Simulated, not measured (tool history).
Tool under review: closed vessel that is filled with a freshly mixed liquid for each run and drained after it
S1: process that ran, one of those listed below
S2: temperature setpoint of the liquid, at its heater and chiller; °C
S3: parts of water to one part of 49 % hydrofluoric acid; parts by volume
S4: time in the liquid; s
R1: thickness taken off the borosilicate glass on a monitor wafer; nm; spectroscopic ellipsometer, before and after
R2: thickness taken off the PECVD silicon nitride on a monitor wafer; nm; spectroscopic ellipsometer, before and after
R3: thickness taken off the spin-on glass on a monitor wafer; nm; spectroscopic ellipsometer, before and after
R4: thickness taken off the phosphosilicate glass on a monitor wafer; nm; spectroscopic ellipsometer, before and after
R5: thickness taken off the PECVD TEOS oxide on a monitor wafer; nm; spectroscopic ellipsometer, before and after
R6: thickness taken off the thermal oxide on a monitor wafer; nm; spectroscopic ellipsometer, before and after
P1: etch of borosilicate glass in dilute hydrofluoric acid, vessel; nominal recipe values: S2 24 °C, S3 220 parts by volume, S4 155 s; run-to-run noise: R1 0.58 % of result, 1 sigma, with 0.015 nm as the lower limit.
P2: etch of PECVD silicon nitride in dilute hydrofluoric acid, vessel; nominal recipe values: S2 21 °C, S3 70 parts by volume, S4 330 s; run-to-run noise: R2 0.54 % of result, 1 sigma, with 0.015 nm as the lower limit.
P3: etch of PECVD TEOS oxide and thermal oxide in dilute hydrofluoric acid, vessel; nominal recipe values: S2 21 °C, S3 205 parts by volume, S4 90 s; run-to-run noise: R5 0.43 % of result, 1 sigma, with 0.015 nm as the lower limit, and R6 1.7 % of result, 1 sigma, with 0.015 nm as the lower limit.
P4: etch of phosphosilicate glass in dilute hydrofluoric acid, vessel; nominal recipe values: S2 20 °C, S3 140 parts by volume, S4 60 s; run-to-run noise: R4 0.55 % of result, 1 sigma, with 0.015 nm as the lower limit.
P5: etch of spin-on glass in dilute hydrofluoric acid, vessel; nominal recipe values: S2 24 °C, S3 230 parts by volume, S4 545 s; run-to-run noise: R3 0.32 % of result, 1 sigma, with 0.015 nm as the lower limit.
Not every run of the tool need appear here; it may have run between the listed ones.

run,hour,S1,S2,S3,S4,R1,R2,R3,R4,R5,R6
1,15.4,P1,24,220,155,24.02,,,,,
2,30.5,P2,21,20,330,,21.85,,,,
3,47.7,P5,24,230,240,,,25.012,,,
4,56.7,P2,21,70,30,,0.56568,,,,
5,69.4,P5,17,230,545,,,43.373,,,
6,82.3,P1,20.5,220,155,21.353,,,,,
7,94.4,P1,24,220,65,10.119,,,,,
8,104.5,P1,17.5,360,155,10.275,,,,,
9,123.5,P1,24,220,155,23.93,,,,,
10,133.7,P1,24,220,310,48.189,,,,,
11,144.7,P5,24,230,545,,,56.561,,,
12,159,P4,20,140,110,,,,115.07,,
13,169.8,P1,24,220,155,24.303,,,,,
14,181.5,P4,17,140,60,,,,55.265,,
15,196.7,P1,24,330,155,14.334,,,,,
16,212.8,P1,24,95,155,63.884,,,,,
17,227.9,P4,20,250,60,,,,31.585,,
18,247.1,P1,24,220,155,23.931,,,,,
19,265.1,P1,24,220,155,23.903,,,,,
20,281.6,P4,20,140,60,,,,62.323,,
21,300.4,P3,21,205,30,,,,,1.8906,0.55286
22,310.9,P2,21,70,330,,6.6277,,,,
23,323.9,P5,24,390,545,,,28.494,,,
# hour 325.9: hydrofluoric acid flow meter replaced
24,335.9,P2,27,70,330,,9.7521,,,,
25,349.2,P1,24,325,30,2.874,,,,,
26,357.9,P3,21,280,90,,,,,3.892,1.0743
27,375.3,P3,21,205,90,,,,,5.677,1.5599
28,392.1,P1,32,220,155,31.915,,,,,
29,400.7,P4,20,140,60,,,,62.385,,
30,415.5,P1,28.5,220,65,11.749,,,,,
31,424.1,P1,24,220,155,24.109,,,,,
32,436.3,P3,28,205,90,,,,,7.3319,1.9444
33,455.4,P1,24,220,155,23.869,,,,,
34,465.6,P1,24,220,155,23.961,,,,,
35,476.1,P1,24,220,155,23.353,,,,,
36,493.5,P1,24,220,155,22.965,,,,,
37,505.1,P1,24,220,155,22.854,,,,,
38,522.9,P1,24,220,155,22.934,,,,,
39,541.9,P1,24,220,155,22.592,,,,,
40,551.6,P1,24,220,155,22.628,,,,,
41,563.7,P1,24,220,155,22.648,,,,,

P1 no longer gives what it gave before; its output has crept away from where it was. The following 2 causes, each at its listed size, fit the log equally well:
A: hydrofluoric acid flow below the setpoint (%) = 4.89
B: liquid colder than its thermometer reads (K) = 1.69
The process output started creeping at around hour 455.4.

The list below offers 4 check runs, each averaging the results of 2 wafers, and shows each result as a question mark. For which of them would the listed causes give clearly different results?
check 1,575.8,P3,27,205,90,,,,,?,?
check 2,575.8,P4,20,245,100,,,,?,,
check 3,575.8,P5,17.5,380,545,,,?,,,
check 4,575.8,P2,21,70,70,,?,,,,

How each check would come out, cause by cause:
check,result,if A,if B
check 1,R5,6.6342,6.643
check 1,R6,1.8333,1.8358
check 2,R4,50.304,50.188
check 3,R3,22.166,22.248
check 4,R2,1.3209,1.2349
Smallest distance between any two causes, each pair judged by its most separating result, in per cent: check 1 0.13 %; check 2 0.23 %; check 3 0.37 %; check 4 6.73 %
Only check 4 tells the causes apart: in the others they would give nearly the same result.

Then check 4 was run and gave: R2 1.2251 nm. Which cause is it?

B is the cause: liquid colder than its thermometer reads (K).
